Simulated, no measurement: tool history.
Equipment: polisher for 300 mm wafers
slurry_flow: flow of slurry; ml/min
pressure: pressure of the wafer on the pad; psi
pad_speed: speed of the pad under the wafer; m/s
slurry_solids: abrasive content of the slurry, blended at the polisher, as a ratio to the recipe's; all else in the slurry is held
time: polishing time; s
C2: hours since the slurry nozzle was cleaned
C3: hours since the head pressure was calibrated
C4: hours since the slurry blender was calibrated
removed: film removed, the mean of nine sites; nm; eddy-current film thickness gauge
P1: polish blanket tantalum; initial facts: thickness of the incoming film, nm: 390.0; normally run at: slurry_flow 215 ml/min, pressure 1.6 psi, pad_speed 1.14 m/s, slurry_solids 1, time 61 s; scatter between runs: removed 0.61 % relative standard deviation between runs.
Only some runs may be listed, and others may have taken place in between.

Run 1, day 0.096: slurry_flow 215 ml/min, pressure 1.6 psi, pad_speed 1.14 m/s, slurry_solids 1, time 61 s; wafers polished on this pad 810; C2 95.7; C3 1093.3; C4 109.4. Result: removed 74.977 nm.
Run 2, day 0.229: slurry_flow 215 ml/min, pressure 1.6 psi, pad_speed 1.14 m/s, slurry_solids 1.4, time 61 s; wafers polished on this pad 847; C2 98.9; C3 1096.5; C4 112.6. Result: removed 81.336 nm.
Run 3, day 0.371: slurry_flow 320 ml/min, pressure 2.4 psi, pad_speed 1.14 m/s, slurry_solids 1, time 61 s; wafers polished on this pad 886; C2 102.3; C3 1099.9; C4 116. Result: removed 116.99 nm.
At day 0.462: slurry nozzle cleaned.
Run 4, day 0.571: slurry_flow 215 ml/min, pressure 1.6 psi, pad_speed 1.14 m/s, slurry_solids 1, time 92 s; wafers polished on this pad 941; C2 2.7; C3 1104.7; C4 120.8. Result: removed 114.25 nm.
Run 5, day 0.721: slurry_flow 215 ml/min, pressure 2.2 psi, pad_speed 1.14 m/s, slurry_solids 1, time 61 s; wafers polished on this pad 982; C2 6.3; C3 1108.3; C4 124.4. Result: removed 102.71 nm.
Run 6, day 0.85: slurry_flow 215 ml/min, pressure 1.6 psi, pad_speed 1.14 m/s, slurry_solids 1, time 61 s; wafers polished on this pad 1018; C2 9.4; C3 1111.4; C4 127.5. Result: removed 74.528 nm.
Run 7, day 0.992: slurry_flow 325 ml/min, pressure 1.6 psi, pad_speed 1.14 m/s, slurry_solids 1, time 61 s; wafers polished on this pad 1057; C2 12.8; C3 1114.8; C4 130.9. Result: removed 77.913 nm.
Run 8, day 1.096: slurry_flow 215 ml/min, pressure 1.6 psi, pad_speed 1.44 m/s, slurry_solids 1, time 61 s; wafers polished on this pad 1085; C2 15.3; C3 1117.3; C4 133.4. Result: removed 94.396 nm.
Run 9, day 1.304: slurry_flow 215 ml/min, pressure 1.6 psi, pad_speed 1.14 m/s, slurry_solids 1, time 61 s; wafers polished on this pad 1143; C2 20.3; C3 1122.3; C4 138.4. Result: removed 74.955 nm.
Run 10, day 1.408: slurry_flow 215 ml/min, pressure 1.6 psi, pad_speed 1.14 m/s, slurry_solids 1, time 61 s; wafers polished on this pad 1171; C2 22.8; C3 1124.8; C4 140.9. Result: removed 75.057 nm.
Run 11, day 1.529: slurry_flow 215 ml/min, pressure 1.6 psi, pad_speed 1.14 m/s, slurry_solids 1, time 28 s; wafers polished on this pad 1205; C2 25.7; C3 1127.7; C4 143.8. Result: removed 34.614 nm.
Run 12, day 1.708: slurry_flow 215 ml/min, pressure 1.6 psi, pad_speed 0.52 m/s, slurry_solids 1, time 61 s; wafers polished on this pad 1254; C2 30; C3 1132; C4 148.1. Result: removed 34.115 nm.
Run 13, day 1.921: slurry_flow 130 ml/min, pressure 1.6 psi, pad_speed 1.14 m/s, slurry_solids 1, time 61 s; wafers polished on this pad 1313; C2 35.1; C3 1137.1; C4 153.2. Result: removed 70.101 nm.
Run 14, day 2.125: slurry_flow 215 ml/min, pressure 0.7 psi, pad_speed 1.14 m/s, slurry_solids 1, time 61 s; wafers polished on this pad 1369; C2 40; C3 1142; C4 158.1. Result: removed 32.785 nm.
At day 2.138: head pressure recalibrated.
Run 15, day 2.308: slurry_flow 215 ml/min, pressure 1.6 psi, pad_speed 1.14 m/s, slurry_solids 1, time 61 s; wafers polished on this pad 1419; C2 44.4; C3 4.2; C4 162.5. Result: removed 75.504 nm.
Run 16, day 2.504: slurry_flow 215 ml/min, pressure 1.6 psi, pad_speed 1.14 m/s, slurry_solids 1, time 61 s; wafers polished on this pad 1473; C2 49.1; C3 8.9; C4 167.2. Result: removed 75.387 nm.
Run 17, day 2.604: slurry_flow 215 ml/min, pressure 1.6 psi, pad_speed 1.14 m/s, slurry_solids 0.6, time 61 s; wafers polished on this pad 1501; C2 51.5; C3 11.3; C4 169.6. Result: removed 63.019 nm.
Run 18, day 2.758: slurry_flow 215 ml/min, pressure 1.6 psi, pad_speed 1.14 m/s, slurry_solids 1, time 61 s; wafers polished on this pad 1543; C2 55.2; C3 15; C4 173.3. Result: removed 74.841 nm.
Run 19, day 2.896: slurry_flow 215 ml/min, pressure 1.6 psi, pad_speed 1.14 m/s, slurry_solids 1, time 61 s; wafers polished on this pad 1581; C2 58.5; C3 18.3; C4 176.6. Result: removed 73.152 nm.
Run 20, day 3.117: slurry_flow 215 ml/min, pressure 1.6 psi, pad_speed 1.14 m/s, slurry_solids 1, time 61 s; wafers polished on this pad 1642; C2 63.8; C3 23.6; C4 181.9. Result: removed 72.109 nm.
Run 21, day 3.312: slurry_flow 215 ml/min, pressure 1.6 psi, pad_speed 1.14 m/s, slurry_solids 1, time 61 s; wafers polished on this pad 1696; C2 68.5; C3 28.3; C4 186.6. Result: removed 70.464 nm.
Run 22, day 3.467: slurry_flow 215 ml/min, pressure 1.6 psi, pad_speed 1.14 m/s, slurry_solids 1, time 61 s; wafers polished on this pad 1738; C2 72.2; C3 32; C4 190.3. Result: removed 69.914 nm.
Run 23, day 3.625: slurry_flow 215 ml/min, pressure 1.6 psi, pad_speed 1.14 m/s, slurry_solids 1, time 61 s; wafers polished on this pad 1782; C2 76; C3 35.8; C4 194.1. Result: removed 69.815 nm.
At day 3.667: slurry nozzle cleaned.
At day 3.688: head pressure recalibrated.
Run 24, day 3.842: slurry_flow 215 ml/min, pressure 1.6 psi, pad_speed 1.14 m/s, slurry_solids 1, time 61 s; wafers polished on this pad 1842; C2 4.2; C3 3.7; C4 199.3. Result: removed 70.146 nm.
Run 25, day 3.979: slurry_flow 215 ml/min, pressure 1.6 psi, pad_speed 1.14 m/s, slurry_solids 1, time 61 s; wafers polished on this pad 1880; C2 7.5; C3 7; C4 202.6. Result: removed 69.261 nm.
Run 26, day 4.196: slurry_flow 215 ml/min, pressure 1.6 psi, pad_speed 1.14 m/s, slurry_solids 1, time 61 s; wafers polished on this pad 1939; C2 12.7; C3 12.2; C4 207.8. Result: removed 70.358 nm.
Run 27, day 4.308: slurry_flow 215 ml/min, pressure 1.6 psi, pad_speed 1.14 m/s, slurry_solids 1, time 61 s; wafers polished on this pad 1970; C2 15.4; C3 14.9; C4 210.5. Result: removed 69.252 nm.

What P1 gives has crept off from where it sat before. The 2 causes that follow fit the log equally well, each at the size noted:
A: removal rate lost through wear of the pad, % = 7.47
B: abrasive missing from the slurry, % = 22
Creep in the process output first set in at about day 2.758.
Other possible causes, and why each is ruled out:
slurry flow missing at the pad, %: its service at day 3.667 followed the start of the drift and did not put the process back to its old value
head's pressure below its setpoint, %: its service at day 3.688 followed the start of the drift and did not put the process back to its old value

4 check runs are offered, each on 5 wafers whose results are averaged, their results left as question marks. Which one tells the causes apart?
Run check 1, day 4.421: slurry_flow 215 ml/min, pressure 0.7 psi, pad_speed 1.14 m/s, slurry_solids 1, time 61 s. Result: removed ?.
Run check 2, day 4.421: slurry_flow 215 ml/min, pressure 1.6 psi, pad_speed 0.76 m/s, slurry_solids 0.7, time 61 s. Result: removed ?.
Run check 3, day 4.421: slurry_flow 215 ml/min, pressure 1.6 psi, pad_speed 1.38 m/s, slurry_solids 1, time 61 s. Result: removed ?.
Run check 4, day 4.421: slurry_flow 320 ml/min, pressure 1.6 psi, pad_speed 1.14 m/s, slurry_solids 1, time 40 s. Result: removed ?.

Expected result of each check under each candidate cause:
  check   result    if A    if B
check 1  removed  30.403  30.407
check 2  removed  41.275  40.457
check 3  removed  84.123  84.135
check 4  removed  47.461  47.468
Gap, in per cent, between the two causes that each check separates least, read from the result that separates them most: check 1 0.01 %; check 2 2 %; check 3 0.01 %; check 4 0.01 %
Check 2 distinguishes between the causes, while the remaining checks would return nearly the same result for all of them.

Running check 2 produced the following: removed 41.401 nm. Which one of the listed causes fits?

It was cause A: removal rate lost through wear of the pad, %.

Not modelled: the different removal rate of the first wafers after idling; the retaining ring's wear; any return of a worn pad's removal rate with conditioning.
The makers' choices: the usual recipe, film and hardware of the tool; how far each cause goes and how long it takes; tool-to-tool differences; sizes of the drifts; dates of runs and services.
